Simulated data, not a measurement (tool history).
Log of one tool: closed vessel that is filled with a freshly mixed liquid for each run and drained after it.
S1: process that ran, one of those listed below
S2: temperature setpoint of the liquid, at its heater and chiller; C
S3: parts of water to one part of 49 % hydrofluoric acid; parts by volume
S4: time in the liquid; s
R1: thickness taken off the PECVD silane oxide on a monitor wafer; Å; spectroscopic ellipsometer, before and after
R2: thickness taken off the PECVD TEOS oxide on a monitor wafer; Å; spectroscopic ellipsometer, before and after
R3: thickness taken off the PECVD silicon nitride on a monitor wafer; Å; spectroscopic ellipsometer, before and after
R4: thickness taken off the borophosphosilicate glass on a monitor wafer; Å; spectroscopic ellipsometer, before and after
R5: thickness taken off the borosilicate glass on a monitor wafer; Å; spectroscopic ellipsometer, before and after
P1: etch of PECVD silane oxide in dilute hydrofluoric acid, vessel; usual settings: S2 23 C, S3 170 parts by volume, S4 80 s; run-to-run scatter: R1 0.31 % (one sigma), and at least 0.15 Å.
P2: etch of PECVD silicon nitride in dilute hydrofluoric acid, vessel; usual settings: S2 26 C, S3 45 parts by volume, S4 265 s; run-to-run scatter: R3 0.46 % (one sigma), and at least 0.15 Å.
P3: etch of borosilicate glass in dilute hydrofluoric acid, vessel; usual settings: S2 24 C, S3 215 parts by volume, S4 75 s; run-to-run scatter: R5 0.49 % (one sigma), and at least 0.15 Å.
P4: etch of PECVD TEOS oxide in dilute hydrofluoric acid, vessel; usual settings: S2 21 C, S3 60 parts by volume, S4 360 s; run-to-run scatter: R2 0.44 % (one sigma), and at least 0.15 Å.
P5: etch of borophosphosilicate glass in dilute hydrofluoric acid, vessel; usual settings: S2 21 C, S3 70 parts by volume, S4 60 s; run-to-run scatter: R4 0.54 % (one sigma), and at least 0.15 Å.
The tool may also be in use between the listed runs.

Run 1, day 0.392: S1 P1, S2 23 C, S3 170 parts by volume, S4 80 s. Result: R1 148.06 Å.
Run 2, day 0.704: S1 P4, S2 21 C, S3 95 parts by volume, S4 360 s. Result: R2 310.72 Å.
Run 3, day 1: S1 P2, S2 26 C, S3 45 parts by volume, S4 445 s. Result: R3 195.68 Å.
Run 4, day 1.238: S1 P1, S2 17.5 C, S3 70 parts by volume, S4 80 s. Result: R1 320.84 Å.
Run 5, day 1.596: S1 P5, S2 21 C, S3 70 parts by volume, S4 60 s. Result: R4 404.09 Å.
Run 6, day 1.962: S1 P1, S2 18 C, S3 170 parts by volume, S4 80 s. Result: R1 121.6 Å.
Run 7, day 2.238: S1 P1, S2 23 C, S3 170 parts by volume, S4 80 s. Result: R1 147.05 Å.
Run 8, day 2.483: S1 P5, S2 21 C, S3 70 parts by volume, S4 115 s. Result: R4 775.13 Å.
Run 9, day 2.846: S1 P3, S2 17 C, S3 215 parts by volume, S4 75 s. Result: R5 48.066 Å.
Run 10, day 3.112: S1 P2, S2 26 C, S3 45 parts by volume, S4 265 s. Result: R3 116.43 Å.
Run 11, day 3.504: S1 P3, S2 24 C, S3 50 parts by volume, S4 75 s. Result: R5 329.18 Å.
Run 12, day 3.867: S1 P5, S2 27.5 C, S3 70 parts by volume, S4 60 s. Result: R4 523.01 Å.
Run 13, day 4.125: S1 P4, S2 17 C, S3 60 parts by volume, S4 360 s. Result: R2 437.12 Å.
Run 14, day 4.388: S1 P1, S2 23 C, S3 170 parts by volume, S4 80 s. Result: R1 147.83 Å.
Run 15, day 4.621: S1 P1, S2 23 C, S3 170 parts by volume, S4 140 s. Result: R1 257.04 Å.
Run 16, day 5.096: S1 P1, S2 23 C, S3 170 parts by volume, S4 80 s. Result: R1 148.58 Å.
Run 17, day 5.471: S1 P4, S2 21 C, S3 60 parts by volume, S4 80 s. Result: R2 114.47 Å.
Run 18, day 5.754: S1 P1, S2 23 C, S3 170 parts by volume, S4 80 s. Result: R1 148.07 Å.
Run 19, day 6.146: S1 P4, S2 21 C, S3 60 parts by volume, S4 360 s. Result: R2 519 Å.
Run 20, day 6.471: S1 P1, S2 23 C, S3 290 parts by volume, S4 80 s. Result: R1 76.963 Å.
Run 21, day 6.833: S1 P2, S2 33.5 C, S3 45 parts by volume, S4 265 s. Result: R3 190.14 Å.
Run 22, day 7.212: S1 P3, S2 24 C, S3 215 parts by volume, S4 75 s. Result: R5 62.947 Å.
Run 23, day 7.433: S1 P5, S2 21 C, S3 20 parts by volume, S4 60 s. Result: R4 1493.7 Å.
Run 24, day 7.858: S1 P1, S2 23 C, S3 100 parts by volume, S4 80 s. Result: R1 271.63 Å.
Run 25, day 8.212: S1 P1, S2 18 C, S3 170 parts by volume, S4 115 s. Result: R1 173.64 Å.
Run 26, day 8.492: S1 P3, S2 24 C, S3 215 parts by volume, S4 75 s. Result: R5 62.391 Å.
Run 27, day 8.733: S1 P3, S2 24 C, S3 215 parts by volume, S4 30 s. Result: R5 24.87 Å.
Run 28, day 9.083: S1 P1, S2 23 C, S3 170 parts by volume, S4 35 s. Result: R1 64.584 Å.
Run 29, day 9.371: S1 P1, S2 19.5 C, S3 170 parts by volume, S4 140 s. Result: R1 224.76 Å.
Run 30, day 9.729: S1 P2, S2 26 C, S3 20 parts by volume, S4 265 s. Result: R3 252.99 Å.
Run 31, day 10.108: S1 P4, S2 21 C, S3 60 parts by volume, S4 360 s. Result: R2 517.35 Å.
Run 32, day 10.558: S1 P1, S2 29.5 C, S3 170 parts by volume, S4 80 s. Result: R1 186.89 Å.
Run 33, day 10.983: S1 P1, S2 23 C, S3 170 parts by volume, S4 80 s. Result: R1 147.44 Å.
Run 34, day 11.4: S1 P1, S2 23 C, S3 170 parts by volume, S4 80 s. Result: R1 151.93 Å.
Run 35, day 11.683: S1 P1, S2 23 C, S3 170 parts by volume, S4 80 s. Result: R1 153.01 Å.
Run 36, day 12.021: S1 P1, S2 23 C, S3 170 parts by volume, S4 80 s. Result: R1 154.97 Å.
Run 37, day 12.338: S1 P1, S2 23 C, S3 170 parts by volume, S4 80 s. Result: R1 155.52 Å.
Run 38, day 12.796: S1 P1, S2 23 C, S3 170 parts by volume, S4 80 s. Result: R1 157.81 Å.
Run 39, day 13.162: S1 P1, S2 23 C, S3 170 parts by volume, S4 80 s. Result: R1 157.72 Å.
Run 40, day 13.583: S1 P1, S2 23 C, S3 170 parts by volume, S4 80 s. Result: R1 157.9 Å.
Run 41, day 14.058: S1 P1, S2 23 C, S3 170 parts by volume, S4 80 s. Result: R1 158.09 Å.

What P1 gives has crept away from where it was. These 2 causes fit the log equally well, each at the size given:
A: liquid hotter than its thermometer reads (K) = 1.76
B: hydrofluoric acid flow above the setpoint (%) = 5.78
The creep began at about day 10.983.

4 check runs are offered, one wafer each, their results left as question marks. Which one tells the causes apart?
Run check 1, day 14.533: S1 P4, S2 21 C, S3 95 parts by volume, S4 360 s. Result: R2 ?.
Run check 2, day 14.533: S1 P3, S2 18 C, S3 215 parts by volume, S4 75 s. Result: R5 ?.
Run check 3, day 14.533: S1 P5, S2 26 C, S3 70 parts by volume, S4 95 s. Result: R4 ?.
Run check 4, day 14.533: S1 P2, S2 31 C, S3 30 parts by volume, S4 265 s. Result: R3 ?.

What each check would give under each cause:
  check  result    if A    if B
check 1      R2  336.53  333.47
check 2      R5  53.396  53.337
check 3      R4   837.5  830.57
check 4      R3  268.21  252.94
How far apart the two closest causes lie, in the result that separates them most: check 1 0.91 %; check 2 0.11 %; check 3 0.83 %; check 4 5.86 %
Only check 4 tells the causes apart: in the others they would give nearly the same result.

Check 4 was then run and gave: R3 266.58 Å. Which cause is it?

It is A: liquid hotter than its thermometer reads (K).

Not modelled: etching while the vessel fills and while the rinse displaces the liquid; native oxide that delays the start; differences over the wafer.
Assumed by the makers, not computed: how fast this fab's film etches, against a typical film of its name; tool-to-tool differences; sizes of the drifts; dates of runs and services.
